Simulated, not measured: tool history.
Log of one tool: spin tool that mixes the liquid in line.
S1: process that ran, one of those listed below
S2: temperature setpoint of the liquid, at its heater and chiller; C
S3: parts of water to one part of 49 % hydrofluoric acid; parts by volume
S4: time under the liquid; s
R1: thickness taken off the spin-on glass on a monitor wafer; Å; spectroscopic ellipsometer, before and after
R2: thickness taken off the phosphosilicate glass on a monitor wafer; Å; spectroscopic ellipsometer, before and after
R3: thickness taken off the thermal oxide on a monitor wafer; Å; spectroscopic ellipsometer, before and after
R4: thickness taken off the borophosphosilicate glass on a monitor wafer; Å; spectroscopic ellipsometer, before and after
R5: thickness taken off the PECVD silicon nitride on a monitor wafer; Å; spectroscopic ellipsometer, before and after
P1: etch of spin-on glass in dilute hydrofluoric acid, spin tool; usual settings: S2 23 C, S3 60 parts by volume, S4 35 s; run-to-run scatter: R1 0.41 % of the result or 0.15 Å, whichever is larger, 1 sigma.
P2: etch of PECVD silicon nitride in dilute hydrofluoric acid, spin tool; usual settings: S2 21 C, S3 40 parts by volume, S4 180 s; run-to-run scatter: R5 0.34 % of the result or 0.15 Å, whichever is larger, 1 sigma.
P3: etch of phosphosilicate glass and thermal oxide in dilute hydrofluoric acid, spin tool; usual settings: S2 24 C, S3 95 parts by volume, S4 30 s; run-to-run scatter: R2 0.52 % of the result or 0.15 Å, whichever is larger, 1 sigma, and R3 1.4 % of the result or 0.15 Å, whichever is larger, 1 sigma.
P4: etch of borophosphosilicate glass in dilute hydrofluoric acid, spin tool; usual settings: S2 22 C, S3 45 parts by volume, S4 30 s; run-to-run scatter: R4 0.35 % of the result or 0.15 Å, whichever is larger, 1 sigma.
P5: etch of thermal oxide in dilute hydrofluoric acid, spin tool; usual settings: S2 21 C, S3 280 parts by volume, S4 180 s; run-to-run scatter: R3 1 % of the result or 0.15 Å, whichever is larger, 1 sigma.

run,hour,S1,S2,S3,S4,R1,R2,R3,R4,R5
1,3.6,P1,23,60,35,196.06,,,,
2,10.4,P3,24,95,30,,630.6,14.225,,
3,16.5,P5,21,85,180,,,90.047,,
4,22.7,P3,24,95,30,,637.6,14.412,,
5,26.5,P4,22,45,15,,,,211.08,
6,32.8,P1,23,60,35,194.59,,,,
7,38.9,P2,21,40,180,,,,,65.713
8,45.9,P1,23,60,55,306.24,,,,
9,51.9,P1,23,60,35,196.17,,,,
10,55.7,P1,30,20,35,824.6,,,,
11,60.8,P1,18.5,60,35,162.81,,,,
12,66.2,P5,17,280,180,,,19.626,,
13,71.3,P1,30,20,35,824.81,,,,
# hour 75.5: thermometer replaced
14,78.6,P1,23,60,35,195.34,,,,
15,82.7,P2,21,20,180,,,,,128.82
16,86.3,P2,27.5,40,180,,,,,101.41
17,89.8,P5,21,280,180,,,22.749,,
18,94.3,P1,23,35,35,344.41,,,,
19,99.3,P1,27.5,60,35,234.64,,,,
20,105.2,P2,21,40,35,,,,,12.812
21,109.6,P1,23,60,35,195.43,,,,
22,115.5,P1,23,60,15,84.195,,,,

Run 23 comes next. What will it give?
23,123,P4,30,45,30,,,,?,

{"run 23": {"R4": 583.7}}
